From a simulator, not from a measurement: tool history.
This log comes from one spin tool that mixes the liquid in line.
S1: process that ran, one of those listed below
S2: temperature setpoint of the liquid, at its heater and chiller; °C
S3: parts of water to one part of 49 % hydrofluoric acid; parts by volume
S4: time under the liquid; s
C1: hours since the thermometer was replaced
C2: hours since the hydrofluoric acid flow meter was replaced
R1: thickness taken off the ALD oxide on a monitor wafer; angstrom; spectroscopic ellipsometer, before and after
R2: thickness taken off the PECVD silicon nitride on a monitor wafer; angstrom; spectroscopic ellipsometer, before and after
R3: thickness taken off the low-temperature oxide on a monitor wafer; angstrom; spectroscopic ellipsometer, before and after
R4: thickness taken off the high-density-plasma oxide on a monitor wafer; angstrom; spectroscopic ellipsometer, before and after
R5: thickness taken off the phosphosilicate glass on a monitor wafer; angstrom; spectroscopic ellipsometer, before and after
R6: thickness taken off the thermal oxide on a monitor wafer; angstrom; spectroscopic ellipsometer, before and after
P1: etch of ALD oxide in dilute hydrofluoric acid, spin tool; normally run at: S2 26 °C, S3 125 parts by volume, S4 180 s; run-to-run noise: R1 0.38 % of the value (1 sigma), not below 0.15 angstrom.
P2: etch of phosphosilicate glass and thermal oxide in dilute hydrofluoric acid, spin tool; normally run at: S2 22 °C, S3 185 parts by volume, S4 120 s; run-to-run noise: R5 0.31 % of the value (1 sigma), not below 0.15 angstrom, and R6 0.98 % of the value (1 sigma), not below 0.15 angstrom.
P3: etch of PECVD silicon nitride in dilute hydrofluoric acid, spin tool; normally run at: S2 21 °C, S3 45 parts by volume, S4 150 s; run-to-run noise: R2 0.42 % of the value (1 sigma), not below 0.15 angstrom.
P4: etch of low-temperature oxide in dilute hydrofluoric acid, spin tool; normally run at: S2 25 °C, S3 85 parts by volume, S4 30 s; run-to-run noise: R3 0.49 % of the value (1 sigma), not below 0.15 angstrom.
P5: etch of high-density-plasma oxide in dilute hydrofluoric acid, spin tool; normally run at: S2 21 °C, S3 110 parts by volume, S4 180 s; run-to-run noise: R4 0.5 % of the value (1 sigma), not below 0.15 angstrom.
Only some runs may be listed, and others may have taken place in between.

run 1 day=0.412 | S1=P1 S2=26 S3=125 S4=180 | C1=267.5 C2=643.3 | R1=221.24
run 2 day=0.762 | S1=P3 S2=17 S3=45 S4=150 | C1=275.9 C2=651.7 | R2=111.89
run 3 day=1.162 | S1=P4 S2=25 S3=85 S4=30 | C1=285.5 C2=661.3 | R3=122.3
run 4 day=1.371 | S1=P4 S2=25 S3=85 S4=30 | C1=290.5 C2=666.3 | R3=122.13
run 5 day=1.733 | S1=P5 S2=21 S3=110 S4=180 | C1=299.2 C2=675 | R4=156.4
run 6 day=2.15 | S1=P1 S2=26 S3=125 S4=180 | C1=309.2 C2=685 | R1=222
run 7 day=2.558 | S1=P5 S2=21 S3=110 S4=335 | C1=319 C2=694.8 | R4=291.61
run 8 day=2.867 | S1=P4 S2=25 S3=85 S4=50 | C1=326.4 C2=702.2 | R3=202.17
run 9 day=3.275 | S1=P3 S2=21 S3=45 S4=150 | C1=336.2 C2=712 | R2=148.33
run 10 day=3.7 | S1=P1 S2=26 S3=205 S4=180 | C1=346.4 C2=722.2 | R1=122.62
run 11 day=3.942 | S1=P3 S2=21 S3=45 S4=65 | C1=352.2 C2=728 | R2=64.346
run 12 day=4.208 | S1=P3 S2=21 S3=75 S4=150 | C1=358.6 C2=734.4 | R2=90.11
run 13 day=4.5 | S1=P1 S2=26 S3=125 S4=95 | C1=365.6 C2=741.4 | R1=116.9
run 14 day=4.871 | S1=P4 S2=32.5 S3=85 S4=30 | C1=374.5 C2=750.3 | R3=160.63
run 15 day=5.242 | S1=P1 S2=26 S3=125 S4=180 | C1=383.4 C2=759.2 | R1=221.68
run 16 day=5.471 | S1=P1 S2=33 S3=125 S4=180 | C1=388.9 C2=764.7 | R1=283.3
run 17 day=5.879 | S1=P1 S2=26 S3=80 S4=180 | C1=398.7 C2=774.5 | R1=366.1
run 18 day=6.142 | S1=P1 S2=26 S3=45 S4=15 | C1=405 C2=780.8 | R1=57.228
run 19 day=6.342 | S1=P1 S2=26 S3=125 S4=180 | C1=409.8 C2=785.6 | R1=221.62
run 20 day=6.733 | S1=P2 S2=22 S3=50 S4=120 | C1=419.2 C2=795 | R5=1420.4 R6=111.63
run 21 day=6.971 | S1=P5 S2=21 S3=20 S4=180 | C1=424.9 C2=800.7 | R4=958.09
run 22 day=7.304 | S1=P2 S2=22 S3=185 S4=215 | C1=432.9 C2=808.7 | R5=589.72 R6=46.846
run 23 day=7.5 | S1=P2 S2=17 S3=185 S4=120 | C1=437.6 C2=813.4 | R5=268.59 R6=21.322
run 24 day=7.921 | S1=P1 S2=26 S3=125 S4=180 | C1=447.7 C2=823.5 | R1=220.19
-- day=8.129 hydrofluoric acid flow meter replaced
run 25 day=8.188 | S1=P1 S2=22 S3=170 S4=180 | C1=454.1 C2=1.4 | R1=133.13
run 26 day=8.583 | S1=P4 S2=25 S3=50 S4=30 | C1=463.6 C2=10.9 | R3=216.98
run 27 day=8.825 | S1=P5 S2=17 S3=110 S4=180 | C1=469.4 C2=16.7 | R4=132.97
run 28 day=9.204 | S1=P3 S2=21 S3=45 S4=150 | C1=478.5 C2=25.8 | R2=148.94
run 29 day=9.567 | S1=P1 S2=26 S3=125 S4=295 | C1=487.2 C2=34.5 | R1=362.39
run 30 day=9.862 | S1=P5 S2=21 S3=110 S4=180 | C1=494.3 C2=41.6 | R4=155.9
run 31 day=10.117 | S1=P2 S2=22 S3=185 S4=120 | C1=500.4 C2=47.7 | R5=328.89 R6=25.966
run 32 day=10.446 | S1=P1 S2=18.5 S3=125 S4=180 | C1=508.3 C2=55.6 | R1=165.28
run 33 day=10.642 | S1=P1 S2=26 S3=125 S4=180 | C1=513 C2=60.3 | R1=221.02
run 34 day=11.05 | S1=P1 S2=26 S3=125 S4=180 | C1=522.8 C2=70.1 | R1=213.56
run 35 day=11.475 | S1=P1 S2=26 S3=125 S4=180 | C1=533 C2=80.3 | R1=210.43
run 36 day=11.9 | S1=P1 S2=26 S3=125 S4=180 | C1=543.2 C2=90.5 | R1=206.72
run 37 day=12.3 | S1=P1 S2=26 S3=125 S4=180 | C1=552.8 C2=100.1 | R1=207.18
run 38 day=12.538 | S1=P1 S2=26 S3=125 S4=180 | C1=558.5 C2=105.8 | R1=204.77
run 39 day=12.817 | S1=P1 S2=26 S3=125 S4=180 | C1=565.2 C2=112.5 | R1=203.72
run 40 day=13.146 | S1=P1 S2=26 S3=125 S4=180 | C1=573.1 C2=120.4 | R1=203.94
run 41 day=13.429 | S1=P1 S2=26 S3=125 S4=180 | C1=579.9 C2=127.2 | R1=203.31
run 42 day=13.812 | S1=P1 S2=26 S3=125 S4=180 | C1=589.1 C2=136.4 | R1=202.84
run 43 day=14.233 | S1=P1 S2=26 S3=125 S4=180 | C1=599.2 C2=146.5 | R1=203.5

Something has made what P1 gives creep away from where it was; the 2 causes below, each at its own stated size, fit the log equally well:
A: liquid colder than its thermometer reads (K) = 2.18
B: hydrofluoric acid flow below the setpoint (%) = 6.98
The creep began at about day 10.642.

The check runs listed below each take one wafer, and their results are still question marks. Under which run would the listed causes lead to clearly different results?
run check 1 day=14.654 | S1=P3 S2=17 S3=70 S4=150 | R2=?
run check 2 day=14.654 | S1=P5 S2=17 S3=110 S4=180 | R4=?
run check 3 day=14.654 | S1=P2 S2=17 S3=185 S4=165 | R5=? R6=?
run check 4 day=14.654 | S1=P4 S2=32.5 S3=85 S4=40 | R3=?

If the cause were each of the candidates in turn, the checks would give the following:
check=check_1 result=R2 if_A=62.71 if_B=68.267
check=check_2 result=R4 if_A=120.89 if_B=122.3
check=check_3 result=R5 if_A=340.21 if_B=341.4
check=check_3 result=R6 if_A=26.711 if_B=26.805
check=check_4 result=R3 if_A=198.68 if_B=198.61
Per-check spread between the two closest causes, in the result where they differ most: check 1 8.49 %; check 2 1.16 %; check 3 0.35 %; check 4 0.03 %
Check 1 tells the causes apart: in the others they would give nearly the same result.

Running check 1 produced the following: R2 62.532 angstrom. Which one of the listed causes fits?

The cause is A: liquid colder than its thermometer reads (K).
